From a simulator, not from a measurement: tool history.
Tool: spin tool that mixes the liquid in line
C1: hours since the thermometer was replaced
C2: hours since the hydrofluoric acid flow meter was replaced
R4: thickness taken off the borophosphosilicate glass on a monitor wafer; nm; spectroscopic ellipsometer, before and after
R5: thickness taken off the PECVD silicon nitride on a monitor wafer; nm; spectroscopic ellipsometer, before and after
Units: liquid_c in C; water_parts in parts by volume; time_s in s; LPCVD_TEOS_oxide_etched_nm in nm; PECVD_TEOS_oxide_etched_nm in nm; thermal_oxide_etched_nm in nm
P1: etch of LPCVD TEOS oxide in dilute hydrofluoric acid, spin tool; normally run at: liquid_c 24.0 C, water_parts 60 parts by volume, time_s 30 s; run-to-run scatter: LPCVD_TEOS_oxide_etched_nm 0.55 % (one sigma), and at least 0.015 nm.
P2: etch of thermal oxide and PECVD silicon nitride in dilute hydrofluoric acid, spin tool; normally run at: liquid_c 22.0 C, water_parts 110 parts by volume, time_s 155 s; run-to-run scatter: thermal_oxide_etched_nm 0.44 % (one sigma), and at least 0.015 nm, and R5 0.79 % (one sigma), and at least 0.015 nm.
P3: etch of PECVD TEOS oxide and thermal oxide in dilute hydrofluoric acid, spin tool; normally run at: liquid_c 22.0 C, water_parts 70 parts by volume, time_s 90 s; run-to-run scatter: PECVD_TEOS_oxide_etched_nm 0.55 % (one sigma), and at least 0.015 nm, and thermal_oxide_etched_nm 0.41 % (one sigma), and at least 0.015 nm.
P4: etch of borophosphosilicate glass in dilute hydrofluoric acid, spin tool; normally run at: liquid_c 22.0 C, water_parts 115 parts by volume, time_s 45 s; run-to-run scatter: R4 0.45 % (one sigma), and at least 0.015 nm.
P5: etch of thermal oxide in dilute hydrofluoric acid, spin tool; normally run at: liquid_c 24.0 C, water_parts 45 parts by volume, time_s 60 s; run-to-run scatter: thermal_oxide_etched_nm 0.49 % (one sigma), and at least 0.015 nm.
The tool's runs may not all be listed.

{"run": 1, "day": 0.183, "process": "P1", "liquid_c": 24.0, "water_parts": 60, "time_s": 30, "C1": 331.8, "C2": 215.0, "LPCVD_TEOS_oxide_etched_nm": 9.7456}
{"run": 2, "day": 0.308, "process": "P3", "liquid_c": 22.0, "water_parts": 70, "time_s": 90, "C1": 334.8, "C2": 218.0, "PECVD_TEOS_oxide_etched_nm": 21.74, "thermal_oxide_etched_nm": 5.4686}
{"run": 3, "day": 0.508, "process": "P4", "liquid_c": 18.0, "water_parts": 115, "time_s": 45, "C1": 339.6, "C2": 222.8, "R4": 19.178}
{"run": 4, "day": 0.621, "process": "P1", "liquid_c": 24.0, "water_parts": 60, "time_s": 30, "C1": 342.3, "C2": 225.5, "LPCVD_TEOS_oxide_etched_nm": 9.7107}
{"run": 5, "day": 0.792, "process": "P1", "liquid_c": 24.0, "water_parts": 105, "time_s": 30, "C1": 346.4, "C2": 229.6, "LPCVD_TEOS_oxide_etched_nm": 5.2271}
{"run": 6, "day": 0.938, "process": "P4", "liquid_c": 22.0, "water_parts": 115, "time_s": 45, "C1": 349.9, "C2": 233.1, "R4": 22.482}
{"run": 7, "day": 1.046, "process": "P3", "liquid_c": 17.0, "water_parts": 70, "time_s": 90, "C1": 352.5, "C2": 235.7, "PECVD_TEOS_oxide_etched_nm": 17.677, "thermal_oxide_etched_nm": 4.477}
{"run": 8, "day": 1.204, "process": "P1", "liquid_c": 24.0, "water_parts": 60, "time_s": 15, "C1": 356.3, "C2": 239.5, "LPCVD_TEOS_oxide_etched_nm": 4.8474}
{"run": 9, "day": 1.308, "process": "P1", "liquid_c": 24.0, "water_parts": 60, "time_s": 30, "C1": 358.8, "C2": 242.0, "LPCVD_TEOS_oxide_etched_nm": 9.6646}
{"run": 10, "day": 1.517, "process": "P5", "liquid_c": 24.0, "water_parts": 45, "time_s": 60, "C1": 363.8, "C2": 247.0, "thermal_oxide_etched_nm": 7.1497}
{"run": 11, "day": 1.675, "process": "P1", "liquid_c": 17.0, "water_parts": 35, "time_s": 30, "C1": 367.6, "C2": 250.8, "LPCVD_TEOS_oxide_etched_nm": 12.628}
{"run": 12, "day": 1.871, "process": "P5", "liquid_c": 17.0, "water_parts": 45, "time_s": 60, "C1": 372.3, "C2": 255.5, "thermal_oxide_etched_nm": 5.2957}
{"run": 13, "day": 1.975, "process": "P3", "liquid_c": 22.0, "water_parts": 100, "time_s": 90, "C1": 374.8, "C2": 258.0, "PECVD_TEOS_oxide_etched_nm": 14.739, "thermal_oxide_etched_nm": 3.7369}
{"day": 2.05, "done": "thermometer replaced"}
{"run": 14, "day": 2.142, "process": "P2", "liquid_c": 22.0, "water_parts": 110, "time_s": 280, "C1": 2.2, "C2": 262.0, "thermal_oxide_etched_nm": 10.79, "R5": 6.0399}
{"run": 15, "day": 2.271, "process": "P4", "liquid_c": 22.0, "water_parts": 115, "time_s": 80, "C1": 5.3, "C2": 265.1, "R4": 40.024}
{"run": 16, "day": 2.475, "process": "P1", "liquid_c": 19.5, "water_parts": 60, "time_s": 30, "C1": 10.2, "C2": 270.0, "LPCVD_TEOS_oxide_etched_nm": 8.1265}
{"run": 17, "day": 2.692, "process": "P1", "liquid_c": 24.0, "water_parts": 40, "time_s": 55, "C1": 15.4, "C2": 275.2, "LPCVD_TEOS_oxide_etched_nm": 27.442}
{"run": 18, "day": 2.862, "process": "P2", "liquid_c": 26.0, "water_parts": 110, "time_s": 155, "C1": 19.5, "C2": 279.3, "thermal_oxide_etched_nm": 7.0168, "R5": 4.3782}
{"run": 19, "day": 2.988, "process": "P2", "liquid_c": 22.0, "water_parts": 175, "time_s": 155, "C1": 22.5, "C2": 282.3, "thermal_oxide_etched_nm": 3.5138, "R5": 2.1247}
{"run": 20, "day": 3.092, "process": "P1", "liquid_c": 24.0, "water_parts": 60, "time_s": 50, "C1": 25.0, "C2": 284.8, "LPCVD_TEOS_oxide_etched_nm": 16.154}
{"run": 21, "day": 3.271, "process": "P1", "liquid_c": 24.0, "water_parts": 95, "time_s": 45, "C1": 29.3, "C2": 289.1, "LPCVD_TEOS_oxide_etched_nm": 8.7588}

Forecast run 22:
{"run": 22, "day": 3.446, "process": "P3", "liquid_c": 22.0, "water_parts": 70, "time_s": 155, "C1": 33.5, "C2": 293.3, "PECVD_TEOS_oxide_etched_nm": "?", "thermal_oxide_etched_nm": "?"}

Run 22 gave PECVD_TEOS_oxide_etched_nm 37.483 nm, thermal_oxide_etched_nm 9.5152 nm.
